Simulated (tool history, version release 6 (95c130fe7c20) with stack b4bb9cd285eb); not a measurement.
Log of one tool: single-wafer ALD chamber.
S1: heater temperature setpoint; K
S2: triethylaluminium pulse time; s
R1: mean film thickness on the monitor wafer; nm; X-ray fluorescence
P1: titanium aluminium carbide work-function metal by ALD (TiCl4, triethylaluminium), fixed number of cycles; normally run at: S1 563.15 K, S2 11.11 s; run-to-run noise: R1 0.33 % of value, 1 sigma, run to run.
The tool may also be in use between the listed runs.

Run 1, day 0.308: S1 563.15 K, S2 11.11 s. Result: R1 1.9407 nm.
Run 2, day 0.529: S1 563.15 K, S2 11.11 s. Result: R1 1.9477 nm.
Run 3, day 0.746: S1 539.15 K, S2 11.11 s. Result: R1 1.7532 nm.
Run 4, day 0.912: S1 563.15 K, S2 3.93 s. Result: R1 1.4780 nm.
Run 5, day 1.121: S1 563.15 K, S2 11.11 s. Result: R1 1.9467 nm.
Run 6, day 1.421: S1 563.15 K, S2 11.11 s. Result: R1 1.9501 nm.
Run 7, day 1.738: S1 581.15 K, S2 11.11 s. Result: R1 2.1041 nm.
Run 8, day 1.992: S1 563.15 K, S2 11.11 s. Result: R1 1.9390 nm.
At day 2.058: triethylaluminium bottle replaced.
Run 9, day 2.183: S1 581.15 K, S2 5.38 s. Result: R1 1.8221 nm.
Run 10, day 2.467: S1 563.15 K, S2 11.11 s. Result: R1 1.9396 nm.
Run 11, day 2.629: S1 563.15 K, S2 17.67 s. Result: R1 1.9990 nm.
Run 12, day 2.896: S1 563.15 K, S2 11.11 s. Result: R1 1.9464 nm.
Run 13, day 3.154: S1 563.15 K, S2 11.11 s. Result: R1 1.9341 nm.
Run 14, day 3.358: S1 563.15 K, S2 11.11 s. Result: R1 1.9361 nm.
Run 15, day 3.567: S1 563.15 K, S2 11.11 s. Result: R1 1.9175 nm.
Run 16, day 3.846: S1 563.15 K, S2 11.11 s. Result: R1 1.8987 nm.
Run 17, day 4.021: S1 563.15 K, S2 11.11 s. Result: R1 1.9047 nm.
Run 18, day 4.208: S1 563.15 K, S2 11.11 s. Result: R1 1.9163 nm.
Run 19, day 4.442: S1 563.15 K, S2 11.11 s. Result: R1 1.9021 nm.
Run 20, day 4.612: S1 563.15 K, S2 11.11 s. Result: R1 1.9143 nm.
Run 21, day 4.792: S1 563.15 K, S2 11.11 s. Result: R1 1.9106 nm.

P1 no longer gives what it gave before; its output has crept away from where it was. The following 2 causes, each at its listed size, fit the log equally well:
A: triethylaluminium dose below that of a fresh bottle (%) = 16.3
B: wafer temperature below the value expected at the setpoint (K) = 4.29
Onset of the creep was near day 2.896.

Listed below are the offered check runs, one wafer per run, with question marks in place of results. For which of them would the causes give clearly different outcomes?
Run check 1, day 4.971: S1 581.15 K, S2 11.11 s. Result: R1 ?.
Run check 2, day 4.971: S1 563.15 K, S2 4.75 s. Result: R1 ?.
Run check 3, day 4.971: S1 553.15 K, S2 11.11 s. Result: R1 ?.
Run check 4, day 4.971: S1 574.15 K, S2 11.11 s. Result: R1 ?.

What every check run would give for each of its results, assuming each possible cause in turn:
  check  result    if A    if B
check 1      R1  2.0656  2.0680
check 2      R1  1.4850  1.5725
check 3      R1  1.8242  1.8228
check 4      R1  2.0047  2.0061
Per check, the gap between the least separated pair of causes, taken in the result that splits them most: check 1 0.11 %; check 2 5.73 %; check 3 0.08 %; check 4 0.07 %
Only check 2 tells the causes apart: in the others they would give nearly the same result.

After running check 2, the following was obtained: R1 1.4888 nm. Which cause does this point to?

It is A: triethylaluminium dose below that of a fresh bottle (%).
